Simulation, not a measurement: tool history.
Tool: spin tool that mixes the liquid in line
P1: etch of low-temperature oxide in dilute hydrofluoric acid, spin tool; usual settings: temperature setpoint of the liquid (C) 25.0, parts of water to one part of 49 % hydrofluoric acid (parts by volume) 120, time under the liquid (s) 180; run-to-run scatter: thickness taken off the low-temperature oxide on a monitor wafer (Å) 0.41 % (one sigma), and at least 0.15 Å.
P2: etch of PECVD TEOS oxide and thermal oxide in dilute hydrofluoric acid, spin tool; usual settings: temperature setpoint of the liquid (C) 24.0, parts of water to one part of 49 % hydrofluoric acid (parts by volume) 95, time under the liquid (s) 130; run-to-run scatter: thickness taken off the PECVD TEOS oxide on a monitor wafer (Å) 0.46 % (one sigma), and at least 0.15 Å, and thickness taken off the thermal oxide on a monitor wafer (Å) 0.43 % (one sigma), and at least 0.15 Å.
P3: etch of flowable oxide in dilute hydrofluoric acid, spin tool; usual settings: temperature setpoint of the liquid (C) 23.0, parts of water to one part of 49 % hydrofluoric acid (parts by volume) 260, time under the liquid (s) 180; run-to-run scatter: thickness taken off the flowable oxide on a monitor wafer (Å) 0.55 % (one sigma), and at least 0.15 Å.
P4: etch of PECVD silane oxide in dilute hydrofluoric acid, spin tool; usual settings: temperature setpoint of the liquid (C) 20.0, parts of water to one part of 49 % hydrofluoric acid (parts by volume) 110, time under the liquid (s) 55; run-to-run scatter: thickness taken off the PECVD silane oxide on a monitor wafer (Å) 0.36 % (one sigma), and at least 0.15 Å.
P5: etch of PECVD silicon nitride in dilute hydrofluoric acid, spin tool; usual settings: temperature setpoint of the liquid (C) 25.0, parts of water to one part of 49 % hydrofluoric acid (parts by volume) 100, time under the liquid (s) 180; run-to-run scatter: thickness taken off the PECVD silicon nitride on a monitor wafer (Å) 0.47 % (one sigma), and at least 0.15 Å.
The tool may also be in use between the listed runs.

run   hour  process that ran  temperature setpoint of the liquid (C)  parts of water to one part of 49 % hydrofluoric acid (parts by volume)  time under the liquid (s)  hours since the thermometer was replaced  hours since the hydrofluoric acid flow meter was replaced  thickness taken off the low-temperature oxide on a monitor wafer (Å)  thickness taken off the flowable oxide on a monitor wafer (Å)  thickness taken off the PECVD silicon nitride on a monitor wafer (Å)  thickness taken off the PECVD TEOS oxide on a monitor wafer (Å)  thickness taken off the thermal oxide on a monitor wafer (Å)  thickness taken off the PECVD silane oxide on a monitor wafer (Å)
  1    7.3                P1                                    25.0                                                                     120                        180                                     313.3                                                      503.0                                                               272.410
  2   11.9                P3                                    23.0                                                                      50                        180                                     317.9                                                      507.6                                                                                                                              1403.00
  3   15.6                P1                                    25.0                                                                     120                        180                                     321.6                                                      511.3                                                               271.900
  4   19.3                P5                                    25.0                                                                      40                        180                                     325.3                                                      515.0                                                                                                                                                                                                   156.4700
  5   23.3                P2                                    24.0                                                                      95                         60                                     329.3                                                      519.0                                                                                                                                                                                                                                                                      62.585                                                        32.209
  6   30.6                P3                                    28.0                                                                     260                        180                                     336.6                                                      526.3                                                                                                                               253.97
  7   35.3                P4                                    20.0                                                                     110                         55                                     341.3                                                      531.0                                                                                                                                                                                                                                                                                                                                                                                                      113.900
  8   41.6                P1                                    32.0                                                                      75                        180                                     347.6                                                      537.3                                                               603.450
  9   48.4                P1                                    25.0                                                                     200                        180                                     354.4                                                      544.1                                                               148.590
 10   54.0                P1                                    25.0                                                                     120                         40                                     360.0                                                      549.7                                                                60.531
 11   61.4                P1                                    25.0                                                                      55                        180                                     367.4                                                      557.1                                                               639.090
 12   66.8                P1                                    25.0                                                                     120                        180                                     372.8                                                      562.5                                                               271.910
 13   73.3                P4                                    20.0                                                                     200                         55                                     379.3                                                      569.0                                                                                                                                                                                                                                                                                                                                                                                                       57.361
 14   80.0                P1                                    21.0                                                                     120                        180                                     386.0                                                      575.7                                                               232.070
 15   87.2                P4                                    17.0                                                                     110                         55                                     393.2                                                      582.9                                                                                                                                                                                                                                                                                                                                                                                                      100.900
 16   93.2                P2                                    28.5                                                                      95                        130                                     399.2                                                      588.9                                                                                                                                                                                                                                                                     161.680                                                        83.142
 17   99.1                P5                                    25.0                                                                     100                         25                                     405.1                                                      594.8                                                                                                                                                                                                     8.8376
 18  105.8                P1                                    28.5                                                                     120                         30                                     411.8                                                      601.5                                                                51.328
 19  110.4                P3                                    23.0                                                                     260                        180                                     416.4                                                      606.1                                                                                                                               217.02
 20  115.5                P2                                    24.0                                                                     180                        130                                     421.5                                                      611.2                                                                                                                                                                                                                                                                      65.242                                                        33.589
 21  119.1                P5                                    25.0                                                                     100                        180                                     425.1                                                      614.8                                                                                                                                                                                                    64.1470
 22  122.5                P1                                    29.5                                                                     120                        180                                     428.5                                                      618.2                                                               324.880
 23  129.6                P2                                    24.0                                                                      95                        130                                     435.6                                                      625.3                                                                                                                                                                                                                                                                     134.920                                                        69.640
 24  133.4                P5                                    30.0                                                                     100                        180                                     439.4                                                      629.1                                                                                                                                                                                                    86.8970
 25  139.3                P5                                    25.0                                                                     100                        180                                     445.3                                                      635.0                                                                                                                                                                                                    63.7750
 26  143.6                P2                                    24.0                                                                      95                        130                                     449.6                                                      639.3                                                                                                                                                                                                                                                                     136.320                                                        69.967
 27  149.1                P1                                    25.0                                                                     120                        180                                     455.1                                                      644.8                                                               273.540
 28  153.9                P4                                    20.0                                                                     110                        110                                     459.9                                                      649.6                                                                                                                                                                                                                                                                                                                                                                                                      227.890
 29  161.0                P1                                    25.0                                                                     120                        340                                     467.0                                                      656.7                                                               512.950
 30  166.1                P3                                    23.0                                                                     260                        285                                     472.1                                                      661.8                                                                                                                               339.91
 31  170.2                P1                                    25.0                                                                     120                        180                                     476.2                                                      665.9                                                               271.930
 32  176.0                P1                                    25.0                                                                     120                        180                                     482.0                                                      671.7                                                               282.080
 33  181.7                P1                                    25.0                                                                     120                        180                                     487.7                                                      677.4                                                               284.840
 34  189.4                P1                                    25.0                                                                     120                        180                                     495.4                                                      685.1                                                               289.560
 35  194.9                P1                                    25.0                                                                     120                        180                                     500.9                                                      690.6                                                               293.190
 36  201.4                P1                                    25.0                                                                     120                        180                                     507.4                                                      697.1                                                               292.860
 37  205.5                P1                                    25.0                                                                     120                        180                                     511.5                                                      701.2                                                               293.830
 38  212.1                P1                                    25.0                                                                     120                        180                                     518.1                                                      707.8                                                               296.200
 39  215.7                P1                                    25.0                                                                     120                        180                                     521.7                                                      711.4                                                               294.860

What P1 gives has crept away from where it was. These 2 causes fit the log equally well, each at the size given:
A: liquid hotter than its thermometer reads (K) = 2.12
B: hydrofluoric acid flow above the setpoint (%) = 7.35
The creep began at about hour 170.2.

4 check runs are offered, one wafer each, their results left as question marks. Which one tells the causes apart?
check 1  219.3                P2                                    27.5                                                                     175                        130                                                                                                                                                                                                                                                                                                                                                                                ?                                                             ?
check 2  219.3                P5                                    25.0                                                                      70                         75                                                                                                                                                                                                                                                                                                               ?
check 3  219.3                P3                                    23.0                                                                      70                        260                                                                                                                                                                                                                                         ?
check 4  219.3                P4                                    20.0                                                                     195                         55                                                                                                                                                                                                                                                                                                                                                                                                                                                                                                                 ?

What each check would give under each cause:
  check                                                                result     if A     if B
check 1       thickness taken off the PECVD TEOS oxide on a monitor wafer (Å)   82.380   83.167
check 1          thickness taken off the thermal oxide on a monitor wafer (Å)   42.440   42.846
check 2  thickness taken off the PECVD silicon nitride on a monitor wafer (Å)  43.2070  40.3050
check 3         thickness taken off the flowable oxide on a monitor wafer (Å)  1548.60  1534.80
check 4     thickness taken off the PECVD silane oxide on a monitor wafer (Å)   63.980   64.174
How far apart the two closest causes lie, in the result that separates them most: check 1 0.95 %; check 2 6.95 %; check 3 0.89 %; check 4 0.3 %
Only check 2 tells the causes apart: in the others they would give nearly the same result.

Check 2 was then run and gave: thickness taken off the PECVD silicon nitride on a monitor wafer (Å) 43.2050. Which cause is it?

It is A: liquid hotter than its thermometer reads (K).
